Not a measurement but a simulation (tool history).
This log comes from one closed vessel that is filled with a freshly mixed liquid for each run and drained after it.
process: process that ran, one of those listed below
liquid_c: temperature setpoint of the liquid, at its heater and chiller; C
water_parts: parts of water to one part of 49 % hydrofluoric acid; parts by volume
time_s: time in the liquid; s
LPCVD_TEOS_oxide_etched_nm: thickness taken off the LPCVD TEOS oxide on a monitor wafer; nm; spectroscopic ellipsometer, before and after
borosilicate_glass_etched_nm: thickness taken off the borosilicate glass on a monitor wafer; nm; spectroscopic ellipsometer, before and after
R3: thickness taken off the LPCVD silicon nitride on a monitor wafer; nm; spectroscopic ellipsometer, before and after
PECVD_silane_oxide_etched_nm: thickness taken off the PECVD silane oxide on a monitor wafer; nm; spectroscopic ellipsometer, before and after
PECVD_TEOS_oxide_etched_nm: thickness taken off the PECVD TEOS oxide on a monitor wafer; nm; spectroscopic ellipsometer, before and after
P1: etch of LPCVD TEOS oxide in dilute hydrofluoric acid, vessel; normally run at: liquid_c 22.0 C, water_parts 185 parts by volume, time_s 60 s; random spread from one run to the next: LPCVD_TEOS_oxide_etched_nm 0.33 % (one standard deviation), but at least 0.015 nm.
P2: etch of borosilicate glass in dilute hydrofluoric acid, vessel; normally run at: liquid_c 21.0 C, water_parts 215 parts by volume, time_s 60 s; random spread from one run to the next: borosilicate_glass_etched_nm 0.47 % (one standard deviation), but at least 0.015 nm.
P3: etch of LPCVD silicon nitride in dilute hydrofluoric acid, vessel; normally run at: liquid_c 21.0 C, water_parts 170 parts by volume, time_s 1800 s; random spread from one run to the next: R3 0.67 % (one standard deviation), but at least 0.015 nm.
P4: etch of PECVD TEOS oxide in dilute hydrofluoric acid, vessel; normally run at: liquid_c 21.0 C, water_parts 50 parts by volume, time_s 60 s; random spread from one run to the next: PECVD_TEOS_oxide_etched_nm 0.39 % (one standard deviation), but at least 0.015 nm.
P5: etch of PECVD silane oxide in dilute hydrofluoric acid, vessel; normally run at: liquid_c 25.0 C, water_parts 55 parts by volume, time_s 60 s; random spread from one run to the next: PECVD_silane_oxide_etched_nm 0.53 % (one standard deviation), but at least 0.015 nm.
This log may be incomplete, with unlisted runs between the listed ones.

run 1 hour=6.5 | process=P1 liquid_c=22.0 water_parts=185 time_s=60 | LPCVD_TEOS_oxide_etched_nm=11.9730
run 2 hour=15.3 | process=P2 liquid_c=21.0 water_parts=215 time_s=30 | borosilicate_glass_etched_nm=3.7893
run 3 hour=23.6 | process=P2 liquid_c=21.0 water_parts=215 time_s=60 | borosilicate_glass_etched_nm=7.5358
run 4 hour=32.8 | process=P3 liquid_c=21.0 water_parts=170 time_s=1800 | R3=4.0341
-- hour=35.3 thermometer replaced
run 5 hour=38.4 | process=P5 liquid_c=25.0 water_parts=55 time_s=60 | PECVD_silane_oxide_etched_nm=22.042
run 6 hour=47.3 | process=P2 liquid_c=21.0 water_parts=380 time_s=60 | borosilicate_glass_etched_nm=3.7181
run 7 hour=52.3 | process=P4 liquid_c=21.0 water_parts=50 time_s=120 | PECVD_TEOS_oxide_etched_nm=27.4300
run 8 hour=59.7 | process=P1 liquid_c=22.0 water_parts=185 time_s=60 | LPCVD_TEOS_oxide_etched_nm=11.9530
run 9 hour=68.3 | process=P4 liquid_c=21.0 water_parts=50 time_s=60 | PECVD_TEOS_oxide_etched_nm=13.6910
run 10 hour=75.3 | process=P3 liquid_c=17.0 water_parts=170 time_s=1800 | R3=3.1233
run 11 hour=79.7 | process=P3 liquid_c=21.0 water_parts=35 time_s=1800 | R3=19.1050
run 12 hour=87.5 | process=P5 liquid_c=25.0 water_parts=55 time_s=60 | PECVD_silane_oxide_etched_nm=22.016
run 13 hour=93.5 | process=P4 liquid_c=21.0 water_parts=85 time_s=60 | PECVD_TEOS_oxide_etched_nm=7.7124
run 14 hour=98.1 | process=P2 liquid_c=17.0 water_parts=215 time_s=60 | borosilicate_glass_etched_nm=6.4717
run 15 hour=103.7 | process=P1 liquid_c=17.0 water_parts=185 time_s=60 | LPCVD_TEOS_oxide_etched_nm=9.8804
run 16 hour=113.3 | process=P1 liquid_c=22.0 water_parts=185 time_s=30 | LPCVD_TEOS_oxide_etched_nm=6.0055
run 17 hour=122.4 | process=P1 liquid_c=22.0 water_parts=185 time_s=110 | LPCVD_TEOS_oxide_etched_nm=22.1080
run 18 hour=130.0 | process=P5 liquid_c=25.0 water_parts=55 time_s=30 | PECVD_silane_oxide_etched_nm=10.934
run 19 hour=136.2 | process=P4 liquid_c=29.5 water_parts=50 time_s=60 | PECVD_TEOS_oxide_etched_nm=19.3830
run 20 hour=145.0 | process=P1 liquid_c=22.0 water_parts=50 time_s=30 | LPCVD_TEOS_oxide_etched_nm=25.8640
run 21 hour=151.5 | process=P1 liquid_c=22.0 water_parts=335 time_s=60 | LPCVD_TEOS_oxide_etched_nm=5.7118
run 22 hour=161.1 | process=P1 liquid_c=22.0 water_parts=245 time_s=110 | LPCVD_TEOS_oxide_etched_nm=15.6560
run 23 hour=165.9 | process=P1 liquid_c=28.5 water_parts=185 time_s=60 | LPCVD_TEOS_oxide_etched_nm=15.1950
run 24 hour=171.0 | process=P5 liquid_c=19.0 water_parts=55 time_s=60 | PECVD_silane_oxide_etched_nm=17.011
run 25 hour=180.1 | process=P1 liquid_c=22.0 water_parts=185 time_s=60 | LPCVD_TEOS_oxide_etched_nm=11.9920
run 26 hour=187.6 | process=P3 liquid_c=21.0 water_parts=170 time_s=820 | R3=1.8298
run 27 hour=193.4 | process=P1 liquid_c=22.0 water_parts=185 time_s=60 | LPCVD_TEOS_oxide_etched_nm=11.9740
run 28 hour=198.6 | process=P5 liquid_c=25.0 water_parts=20 time_s=60 | PECVD_silane_oxide_etched_nm=63.704
run 29 hour=204.4 | process=P1 liquid_c=22.0 water_parts=90 time_s=60 | LPCVD_TEOS_oxide_etched_nm=27.2670
run 30 hour=212.6 | process=P1 liquid_c=22.0 water_parts=185 time_s=60 | LPCVD_TEOS_oxide_etched_nm=12.0600
run 31 hour=217.2 | process=P1 liquid_c=22.0 water_parts=185 time_s=60 | LPCVD_TEOS_oxide_etched_nm=12.2460
run 32 hour=226.4 | process=P1 liquid_c=22.0 water_parts=185 time_s=60 | LPCVD_TEOS_oxide_etched_nm=12.4180
run 33 hour=233.4 | process=P1 liquid_c=22.0 water_parts=185 time_s=60 | LPCVD_TEOS_oxide_etched_nm=12.5920

Run 34, settings as shown, results not yet in. Your forecast:
run 34 hour=243.0 | process=P1 liquid_c=22.0 water_parts=185 time_s=60 | LPCVD_TEOS_oxide_etched_nm=?

Run 34 gave LPCVD_TEOS_oxide_etched_nm 12.6780 nm.

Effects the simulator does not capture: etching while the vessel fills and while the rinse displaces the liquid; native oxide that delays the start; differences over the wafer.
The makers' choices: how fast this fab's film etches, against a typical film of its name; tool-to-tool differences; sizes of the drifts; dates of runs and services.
